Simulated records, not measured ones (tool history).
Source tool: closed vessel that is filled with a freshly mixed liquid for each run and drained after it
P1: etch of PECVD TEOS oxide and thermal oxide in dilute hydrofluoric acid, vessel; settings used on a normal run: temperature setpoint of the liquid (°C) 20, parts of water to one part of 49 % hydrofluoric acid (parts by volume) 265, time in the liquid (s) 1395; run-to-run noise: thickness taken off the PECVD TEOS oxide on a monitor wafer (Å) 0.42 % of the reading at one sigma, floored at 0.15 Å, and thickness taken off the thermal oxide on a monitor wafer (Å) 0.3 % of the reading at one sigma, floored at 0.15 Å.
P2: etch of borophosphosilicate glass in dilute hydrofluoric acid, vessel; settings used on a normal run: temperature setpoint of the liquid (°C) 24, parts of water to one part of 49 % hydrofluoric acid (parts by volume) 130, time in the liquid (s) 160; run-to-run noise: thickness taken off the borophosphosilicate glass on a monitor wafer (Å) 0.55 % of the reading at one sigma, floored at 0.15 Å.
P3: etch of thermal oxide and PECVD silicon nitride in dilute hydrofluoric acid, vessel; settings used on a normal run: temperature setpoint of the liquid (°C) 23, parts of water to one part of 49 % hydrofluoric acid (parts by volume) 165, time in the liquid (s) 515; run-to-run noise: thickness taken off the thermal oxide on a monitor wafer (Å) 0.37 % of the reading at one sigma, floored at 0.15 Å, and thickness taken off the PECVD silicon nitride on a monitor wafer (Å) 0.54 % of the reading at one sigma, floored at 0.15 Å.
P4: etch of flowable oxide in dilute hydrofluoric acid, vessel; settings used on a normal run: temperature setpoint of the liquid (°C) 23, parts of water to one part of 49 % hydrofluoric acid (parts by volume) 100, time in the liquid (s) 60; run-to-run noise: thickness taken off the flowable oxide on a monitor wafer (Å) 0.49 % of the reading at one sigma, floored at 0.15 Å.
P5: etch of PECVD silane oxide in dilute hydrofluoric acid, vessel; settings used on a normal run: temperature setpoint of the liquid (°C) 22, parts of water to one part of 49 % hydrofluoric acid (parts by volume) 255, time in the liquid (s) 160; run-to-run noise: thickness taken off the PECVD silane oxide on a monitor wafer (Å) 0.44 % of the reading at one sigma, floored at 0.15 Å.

run     day  process that ran  temperature setpoint of the liquid (°C)  parts of water to one part of 49 % hydrofluoric acid (parts by volume)  time in the liquid (s)  thickness taken off the PECVD TEOS oxide on a monitor wafer (Å)  thickness taken off the thermal oxide on a monitor wafer (Å)  thickness taken off the PECVD silane oxide on a monitor wafer (Å)  thickness taken off the borophosphosilicate glass on a monitor wafer (Å)  thickness taken off the flowable oxide on a monitor wafer (Å)  thickness taken off the PECVD silicon nitride on a monitor wafer (Å)
  1   0.288                P1                                       20                                                                     265                    1395                                                           327.25                                                        177.64
  2   0.533                P1                                       20                                                                     165                    1395                                                           575.95                                                        315.68
  3   0.817                P1                                       20                                                                     265                    1395                                                           328.13                                                        178.77
  4   1.058                P5                                       22                                                                     135                     160                                                                                                                                                                                            155.95
  5   1.312                P2                                       30                                                                     130                     160                                                                                                                                                                                                                                                                      523.25
  6   1.762                P1                                       20                                                                     265                    1395                                                           329.23                                                        179.91
  7   2.008                P4                                       23                                                                     100                     105                                                                                                                                                                                                                                                                                                                                     208.82
  8   2.392                P5                                       28                                                                     255                     160                                                                                                                                                                                            89.671
  9   2.783                P4                                       23                                                                     140                      60                                                                                                                                                                                                                                                                                                                                     82.207
 10    3.25                P1                                       20                                                                     265                    1395                                                           327.17                                                        178.17
 11   3.517                P4                                       23                                                                     100                      60                                                                                                                                                                                                                                                                                                                                     120.31
 12   3.958                P3                                       23                                                                     240                     515                                                                                                                         82.949                                                                                                                                                                                                                                                                            63.104
 13    4.25                P1                                       17                                                                     430                    1395                                                           156.95                                                        86.288
 14   4.483                P1                                       20                                                                     265                    1395                                                           327.64                                                        178.58
 15   4.808                P4                                       23                                                                     100                      60                                                                                                                                                                                                                                                                                                                                     120.55
 16   5.304                P1                                       26                                                                     150                    1395                                                           813.76                                                        446.87
 17   5.542                P3                                       29                                                                     165                     515                                                                                                                         163.83                                                                                                                                                                                                                                                                            134.06
 18   5.779                P3                                       23                                                                     165                     885                                                                                                                         225.78                                                                                                                                                                                                                                                                            157.55
 19   6.062                P2                                       24                                                                     130                     250                                                                                                                                                                                                                                                                      649.63
 20   6.367                P1                                       20                                                                     415                    1395                                                           183.26                                                        100.39
 21   6.758                P1                                       20                                                                     265                    2145                                                            500.1                                                        274.62
 22   7.054                P1                                       17                                                                     265                    1395                                                           291.79                                                        161.01
 23   7.279                P1                                       20                                                                     265                     535                                                           126.27                                                        68.557
 24   7.762                P3                                       23                                                                     165                     515                                                                                                                         131.11                                                                                                                                                                                                                                                                            91.176
 25    8.15                P5                                       22                                                                     255                      45                                                                                                                                                                                            20.705
 26   8.554                P3                                       23                                                                     165                     515                                                                                                                         131.22                                                                                                                                                                                                                                                                            90.853
 27    8.85                P2                                       24                                                                     130                     160                                                                                                                                                                                                                                                                      415.27
 28   9.221                P1                                     24.5                                                                     470                    1395                                                           179.41                                                        98.532
 29   9.633                P2                                       24                                                                      50                     160                                                                                                                                                                                                                                                                      1196.9
 30   9.942                P5                                       22                                                                     255                     160                                                                                                                                                                                            72.482
 31  10.204                P1                                     23.5                                                                     265                    1395                                                           371.78                                                        203.31
 32  10.529                P4                                       17                                                                     100                      60                                                                                                                                                                                                                                                                                                                                     93.942
 33  11.012                P2                                       24                                                                     130                     160                                                                                                                                                                                                                                                                       414.1
 34  11.396                P1                                       20                                                                     265                    1395                                                           326.55                                                        178.63
 35  11.796                P1                                       20                                                                     265                    1395                                                           338.64                                                        185.13
 36  12.192                P1                                       20                                                                     265                    1395                                                           342.74                                                        186.56
 37  12.512                P1                                       20                                                                     265                    1395                                                           342.42                                                        188.84
 38  12.962                P1                                       20                                                                     265                    1395                                                           345.24                                                        188.62
 39  13.192                P1                                       20                                                                     265                    1395                                                            344.9                                                        189.44
 40   13.55                P1                                       20                                                                     265                    1395                                                           345.64                                                        190.35

The output of P1 has drifted from where it used to be. Each of the 2 causes below, taken at the size shown beside it, accounts for the log equally well:
A: hydrofluoric acid flow above the setpoint (%) = 4.67
B: liquid hotter than its thermometer reads (K) = 1.54
Creep in the process output first set in at about day 11.396.

Which of the 4 check runs listed below separates the causes, so that each cause would produce a clearly different result? Each run uses one wafer, and its results are marked with question marks.
check 1  13.908                P3                                       23                                                                     165                     515                                                                                                                              ?                                                                                                                                                                                                                                                                                 ?
check 2  13.908                P4                                       23                                                                     100                      60                                                                                                                                                                                                                                                                                                                                          ?
check 3  13.908                P2                                       24                                                                     130                     160                                                                                                                                                                                                                                                                           ?
check 4  13.908                P5                                       22                                                                     255                     160                                                                                                                                                                                                 ?

What each check would give under each cause:
  check                                                                    result    if A    if B
check 1              thickness taken off the thermal oxide on a monitor wafer (Å)  138.15   138.8
check 1      thickness taken off the PECVD silicon nitride on a monitor wafer (Å)  95.742  101.05
check 2             thickness taken off the flowable oxide on a monitor wafer (Å)  126.15  127.44
check 3  thickness taken off the borophosphosilicate glass on a monitor wafer (Å)  437.05  440.02
check 4         thickness taken off the PECVD silane oxide on a monitor wafer (Å)  76.752  76.676
Per check, the gap between the least separated pair of causes, taken in the result that splits them most: check 1 5.4 %; check 2 1.01 %; check 3 0.68 %; check 4 0.1 %
Check 1 is the one run that separates the causes; every other check would come out nearly the same whichever cause is at work.

Here is what check 1 returned: thickness taken off the thermal oxide on a monitor wafer (Å) 138.11; thickness taken off the PECVD silicon nitride on a monitor wafer (Å) 95.763. Which cause is it?

It was cause A: hydrofluoric acid flow above the setpoint (%).
